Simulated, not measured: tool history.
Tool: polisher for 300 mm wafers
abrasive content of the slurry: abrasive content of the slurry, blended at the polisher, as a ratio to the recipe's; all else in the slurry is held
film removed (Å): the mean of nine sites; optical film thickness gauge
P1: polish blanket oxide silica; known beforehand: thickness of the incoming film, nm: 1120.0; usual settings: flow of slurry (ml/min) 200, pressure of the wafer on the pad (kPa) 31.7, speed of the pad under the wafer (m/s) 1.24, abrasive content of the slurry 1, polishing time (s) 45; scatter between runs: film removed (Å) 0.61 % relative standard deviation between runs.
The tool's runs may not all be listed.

run   hour  flow of slurry (ml/min)  pressure of the wafer on the pad (kPa)  speed of the pad under the wafer (m/s)  abrasive content of the slurry  polishing time (s)  wafers polished on this pad  hours since the slurry nozzle was cleaned  hours since the head pressure was calibrated  hours since the slurry blender was calibrated  hours since the conditioning disc was replaced  film removed (Å)
  1      5                      200                                    31.7                                    1.24                               1                  45                          642                                        515                                         791.2                                          287.5                                           273.7            1678.4
  2   10.9                      200                                    31.7                                    1.24                               1                  45                          692                                      520.9                                         797.1                                          293.4                                           279.6            1676.9
  3   17.7                      200                                    31.7                                    0.88                            0.55                  45                          750                                      527.7                                         803.9                                          300.2                                           286.4            927.65
  4     25                      200                                    31.7                                    1.24                               1                  45                          811                                        535                                         811.2                                          307.5                                           293.7            1688.4
  5   32.2                      200                                    31.7                                    1.24                               1                  45                          873                                      542.2                                         818.4                                          314.7                                           300.9            1668.9
  6   38.1                      200                                    31.7                                    1.24                               1                  20                          923                                      548.1                                         824.3                                          320.6                                           306.8            738.16
  7   44.8                      200                                    31.7                                    1.24                            0.65                  45                          980                                      554.8                                           831                                          327.3                                           313.5            1335.1
  8   50.8                      200                                    31.7                                    1.24                               1                  45                         1030                                      560.8                                           837                                          333.3                                           319.5            1686.9
  9   55.1                      200                                    49.6                                    1.24                               1                  45                         1067                                      565.1                                         841.3                                          337.6                                           323.8            2638.1
 10   61.2                      200                                    31.7                                    1.84                               1                  26                         1119                                      571.2                                         847.4                                          343.7                                           329.9            1335.7
 11     66                      200                                    15.9                                    1.24                               1                  45                         1160                                        576                                         852.2                                          348.5                                           334.7            840.48
 12   69.7                      200                                    31.7                                    1.24                               1                  69                         1191                                      579.7                                         855.9                                          352.2                                           338.4            2573.4
 13   75.3                      200                                    31.7                                    1.68                               1                  45                         1238                                      585.3                                         861.5                                          357.8                                             344            2128.4
 14   81.3                      310                                    31.7                                    1.24                               1                  45                         1289                                      591.3                                         867.5                                          363.8                                             350              1759
 15     87                      200                                    31.7                                    1.24                               1                  45                         1338                                        597                                         873.2                                          369.5                                           355.7            1687.7
 16   90.5                      200                                    31.7                                    1.24                               1                  45                         1367                                      600.5                                         876.7                                            373                                           359.2            1664.2
 17     94                      150                                    31.7                                    1.24                               1                  45                         1397                                        604                                         880.2                                          376.5                                           362.7            1612.5
 18   97.8                      200                                    31.7                                    1.24                            1.45                  45                         1429                                      607.8                                           884                                          380.3                                           366.5            1948.9
 19  102.8                      200                                    31.7                                    0.72                               1                  45                         1472                                      612.8                                           889                                          385.3                                           371.5            1095.1
 20  106.1                      200                                    31.7                                    1.24                               1                  45                         1500                                      616.1                                         892.3                                          388.6                                           374.8            1677.6
 21  110.6                      200                                    31.7                                    1.24                               1                  45                         1538                                      620.6                                         896.8                                          393.1                                           379.3            1595.3
 22  117.9                      200                                    31.7                                    1.24                               1                  45                         1600                                      627.9                                         904.1                                          400.4                                           386.6            1547.4
 23  122.3                      200                                    31.7                                    1.24                               1                  45                         1637                                      632.3                                         908.5                                          404.8                                             391            1535.7
 24  129.1                      200                                    31.7                                    1.24                               1                  45                         1695                                      639.1                                         915.3                                          411.6                                           397.8            1492.6
       135  -- slurry nozzle cleaned
     136.4  -- conditioning disc replaced and pad reconditioned
 25  136.6                      200                                    31.7                                    1.24                               1                  45                         1759                                        1.6                                         922.8                                          419.1                                             0.3              1485
 26  143.9                      200                                    31.7                                    1.24                               1                  45                         1821                                        8.9                                         930.1                                          426.4                                             7.6            1475.5
       144  -- head pressure recalibrated
 27  149.3                      200                                    31.7                                    1.24                               1                  45                         1867                                       14.3                                           5.3                                          431.8                                              13            1471.2
 28  156.1                      200                                    31.7                                    1.24                               1                  45                         1924                                       21.1                                          12.1                                          438.6                                            19.8            1462.9
 29  159.8                      200                                    31.7                                    1.24                               1                  45                         1956                                       24.8                                          15.8                                          442.3                                            23.5            1436.9

P1 has crept away from where it was. The log is fitted equally well by each of these 2 causes, at the sizes shown:
A: removal rate lost through wear of the pad, % = 13.5
B: abrasive missing from the slurry, % = 25.6
At approximately hour 106.1, the process output began to creep.
Excluded causes, each with its reason:
slurry flow missing at the pad, %: serviced at hour 135, which brought nothing back
head's pressure below its setpoint, %: serviced at hour 144, which brought nothing back
time polished since the conditioner stopped cutting, s: serviced at hour 136.4, which brought nothing back

The 4 check runs listed below each average the results of 2 wafers, and their outcomes are marked with question marks. Under which run would the listed causes produce clearly different results?
check 1  163.5                      200                                    31.7                                    1.24                               1                  20                                                                                                                                                                                                                                      ?
check 2  163.5                      200                                    44.8                                    1.24                            0.65                  45                                                                                                                                                                                                                                      ?
check 3  163.5                      310                                    46.9                                    1.24                               1                  45                                                                                                                                                                                                                                      ?
check 4  163.5                      200                                    31.7                                    0.76                               1                  21                                                                                                                                                                                                                                      ?

Predicted outcomes, by check and by cause:
  check            result    if A    if B
check 1  film removed (Å)  645.12  644.93
check 2  film removed (Å)  1647.8  1596.3
check 3  film removed (Å)  2249.3  2248.6
check 4  film removed (Å)  457.87  457.74
How far apart the two closest causes lie, in the result that separates them most: check 1 0.03 %; check 2 3.17 %; check 3 0.03 %; check 4 0.03 %
Check 2 tells the causes apart: in the others they would give nearly the same result.

Then check 2 was run and gave: film removed (Å) 1590.7. Which cause is it?

B is the cause: abrasive missing from the slurry, %.
